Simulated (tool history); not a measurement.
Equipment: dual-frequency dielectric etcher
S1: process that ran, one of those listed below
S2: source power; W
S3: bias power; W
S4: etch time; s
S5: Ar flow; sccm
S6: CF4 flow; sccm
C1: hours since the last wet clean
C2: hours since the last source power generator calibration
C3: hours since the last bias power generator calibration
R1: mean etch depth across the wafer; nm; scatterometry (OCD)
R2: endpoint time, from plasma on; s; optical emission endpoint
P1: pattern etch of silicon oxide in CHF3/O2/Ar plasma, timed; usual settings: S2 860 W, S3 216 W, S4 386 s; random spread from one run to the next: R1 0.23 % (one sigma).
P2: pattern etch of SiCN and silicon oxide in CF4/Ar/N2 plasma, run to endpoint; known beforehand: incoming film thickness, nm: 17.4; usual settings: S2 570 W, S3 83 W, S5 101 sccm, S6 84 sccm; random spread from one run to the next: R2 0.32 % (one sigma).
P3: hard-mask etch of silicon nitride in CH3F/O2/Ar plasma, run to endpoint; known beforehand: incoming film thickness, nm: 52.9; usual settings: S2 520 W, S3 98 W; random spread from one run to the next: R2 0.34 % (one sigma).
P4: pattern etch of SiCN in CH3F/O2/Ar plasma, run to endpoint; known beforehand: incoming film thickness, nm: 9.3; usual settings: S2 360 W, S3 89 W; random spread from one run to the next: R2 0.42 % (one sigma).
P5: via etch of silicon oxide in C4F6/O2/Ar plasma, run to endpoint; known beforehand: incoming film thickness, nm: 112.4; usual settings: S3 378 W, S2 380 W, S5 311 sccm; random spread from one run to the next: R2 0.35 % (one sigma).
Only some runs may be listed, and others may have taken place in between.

run 1 day=0.521 | S1=P1 S2=860 S3=216 S4=386 | C1=216.5 C2=1401.4 C3=1559.2 | R1=940.81
run 2 day=0.825 | S1=P2 S2=360 S3=83 S5=101 S6=84 | C1=223.8 C2=1408.7 C3=1566.5 | R2=23.733
run 3 day=1.217 | S1=P1 S2=860 S3=216 S4=386 | C1=233.2 C2=1418.1 C3=1575.9 | R1=935.63
run 4 day=1.6 | S1=P3 S2=520 S3=78 | C1=242.4 C2=1427.3 C3=1585.1 | R2=68.956
run 5 day=2.225 | S1=P2 S2=570 S3=48 S5=101 S6=84 | C1=257.4 C2=1442.3 C3=1600.1 | R2=18.949
run 6 day=2.704 | S1=P1 S2=860 S3=216 S4=386 | C1=268.9 C2=1453.8 C3=1611.6 | R1=937.06
run 7 day=3.246 | S1=P1 S2=860 S3=216 S4=386 | C1=281.9 C2=1466.8 C3=1624.6 | R1=937.39
run 8 day=3.708 | S1=P5 S2=380 S3=378 S5=311 | C1=293 C2=1477.9 C3=1635.7 | R2=27.937
run 9 day=4.179 | S1=P5 S2=380 S3=453 S5=311 | C1=304.3 C2=1489.2 C3=1647 | R2=26.121
run 10 day=4.762 | S1=P5 S2=260 S3=378 S5=311 | C1=318.3 C2=1503.2 C3=1661 | R2=31.924
run 11 day=5.092 | S1=P3 S2=520 S3=98 | C1=326.2 C2=1511.1 C3=1668.9 | R2=64.036
run 12 day=5.425 | S1=P1 S2=1160 S3=216 S4=386 | C1=334.2 C2=1519.1 C3=1676.9 | R1=1053
run 13 day=5.733 | S1=P2 S2=570 S3=83 S5=101 S6=84 | C1=341.6 C2=1526.5 C3=1684.3 | R2=15.935
run 14 day=6.112 | S1=P1 S2=860 S3=216 S4=568 | C1=350.7 C2=1535.6 C3=1693.4 | R1=1384.9
run 15 day=6.708 | S1=P5 S2=380 S3=378 S5=226 | C1=365 C2=1549.9 C3=1707.7 | R2=26.745
run 16 day=7.258 | S1=P3 S2=360 S3=98 | C1=378.2 C2=1563.1 C3=1720.9 | R2=73.359
run 17 day=7.55 | S1=P2 S2=570 S3=83 S5=101 S6=59 | C1=385.2 C2=1570.1 C3=1727.9 | R2=16.728
run 18 day=8.104 | S1=P4 S2=360 S3=89 | C1=398.5 C2=1583.4 C3=1741.2 | R2=24.295
run 19 day=8.725 | S1=P1 S2=860 S3=256 S4=386 | C1=413.4 C2=1598.3 C3=1756.1 | R1=995.04
run 20 day=9.062 | S1=P1 S2=860 S3=131 S4=386 | C1=421.5 C2=1606.4 C3=1764.2 | R1=797.73
run 21 day=9.525 | S1=P2 S2=570 S3=83 S5=129 S6=84 | C1=432.6 C2=1617.5 C3=1775.3 | R2=16.447
-- day=9.638 wet clean of the chamber
run 22 day=10.017 | S1=P5 S2=380 S3=378 S5=311 | C1=9.1 C2=1629.3 C3=1787.1 | R2=27.883
run 23 day=10.571 | S1=P1 S2=860 S3=216 S4=386 | C1=22.4 C2=1642.6 C3=1800.4 | R1=938.07
run 24 day=10.888 | S1=P1 S2=860 S3=216 S4=386 | C1=30 C2=1650.2 C3=1808 | R1=936.7
run 25 day=11.217 | S1=P4 S2=440 S3=89 | C1=37.9 C2=1658.1 C3=1815.9 | R2=22.393
run 26 day=11.817 | S1=P1 S2=600 S3=216 S4=386 | C1=52.3 C2=1672.5 C3=1830.3 | R1=818.42
run 27 day=12.392 | S1=P1 S2=860 S3=271 S4=245 | C1=66.1 C2=1686.3 C3=1844.1 | R1=642.85
run 28 day=12.817 | S1=P1 S2=600 S3=280 S4=386 | C1=76.3 C2=1696.5 C3=1854.3 | R1=896.19
run 29 day=13.471 | S1=P1 S2=860 S3=216 S4=266.5 | C1=92 C2=1712.2 C3=1870 | R1=647.42
run 30 day=14.054 | S1=P4 S2=360 S3=68 | C1=106 C2=1726.2 C3=1884 | R2=26.508
run 31 day=14.471 | S1=P1 S2=860 S3=216 S4=386 | C1=116 C2=1736.2 C3=1894 | R1=937.27

Run 32, settings as shown, results not yet in. Your forecast:
run 32 day=14.833 | S1=P1 S2=860 S3=216 S4=386 | C1=124.7 C2=1744.9 C3=1902.7 | R1=?

R1: 943.25 nm

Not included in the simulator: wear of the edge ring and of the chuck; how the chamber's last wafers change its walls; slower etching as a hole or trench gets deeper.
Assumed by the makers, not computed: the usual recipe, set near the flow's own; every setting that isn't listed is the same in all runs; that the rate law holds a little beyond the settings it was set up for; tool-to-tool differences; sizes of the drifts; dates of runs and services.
